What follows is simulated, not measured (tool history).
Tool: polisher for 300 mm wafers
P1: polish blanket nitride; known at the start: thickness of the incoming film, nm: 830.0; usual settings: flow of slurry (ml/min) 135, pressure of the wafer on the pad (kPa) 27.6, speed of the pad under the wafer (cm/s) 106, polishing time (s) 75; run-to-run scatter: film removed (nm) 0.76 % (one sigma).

| run | day | flow of slurry (ml/min) | pressure of the wafer on the pad (kPa) | speed of the pad under the wafer (cm/s) | polishing time (s) | wafers polished on this pad | hours since the slurry nozzle was cleaned | hours since the head pressure was calibrated | film removed (nm) |
|---|---|---|---|---|---|---|---|---|---|
| 1 | 0.250 | 135 | 27.6 | 106 | 75 | 424 | 493.7 | 353.3 | 159.190 |
| 2 | 0.467 | 135 | 36.5 | 106 | 41 | 474 | 498.9 | 358.5 | 114.090 |
| 3 | 0.671 | 135 | 39.3 | 106 | 75 | 521 | 503.8 | 363.4 | 224.530 |
| 4 | 0.854 | 190 | 27.6 | 106 | 75 | 563 | 508.2 | 367.8 | 166.490 |
| 5 | 1.083 | 135 | 27.6 | 106 | 95 | 616 | 513.7 | 373.3 | 199.540 |
| 6 | 1.354 | 135 | 27.6 | 50 | 75 | 678 | 520.2 | 379.8 | 86.162 |
| 7 | 1.583 | 185 | 27.6 | 106 | 112 | 731 | 525.7 | 385.3 | 251.750 |
| 8 | 1.721 | 135 | 27.6 | 106 | 75 | 763 | 529.0 | 388.6 | 159.970 |
| 9 | 1.888 | 135 | 20.0 | 106 | 75 | 802 | 533.0 | 392.6 | 115.500 |
| 10 | 2.079 | 135 | 27.6 | 106 | 75 | 846 | 537.6 | 397.2 | 160.920 |
| 11 | 2.308 | 135 | 27.6 | 106 | 75 | 899 | 543.1 | 402.7 | 160.890 |
| 12 | 2.529 | 135 | 27.6 | 106 | 49 | 950 | 548.4 | 408.0 | 103.770 |
| 13 | 2.800 | 135 | 27.6 | 106 | 75 | 1012 | 554.9 | 414.5 | 155.060 |
|  | 2.829 | head pressure recalibrated |
| 14 | 2.971 | 135 | 27.6 | 158 | 75 | 1051 | 559.0 | 3.4 | 218.840 |
| 15 | 3.238 | 80 | 27.6 | 106 | 75 | 1113 | 565.4 | 9.8 | 140.140 |
| 16 | 3.400 | 135 | 27.6 | 106 | 75 | 1150 | 569.3 | 13.7 | 158.340 |
| 17 | 3.633 | 135 | 27.6 | 106 | 75 | 1204 | 574.9 | 19.3 | 158.000 |
| 18 | 3.800 | 135 | 27.6 | 106 | 75 | 1243 | 578.9 | 23.3 | 155.320 |
| 19 | 3.988 | 135 | 27.6 | 106 | 75 | 1286 | 583.4 | 27.8 | 150.950 |

Forecast run 20:
| 20 | 4.133 | 135 | 27.6 | 106 | 75 | 1320 | 586.9 | 31.3 | ? |

{"run 20": {"film removed (nm)": 151.03}}
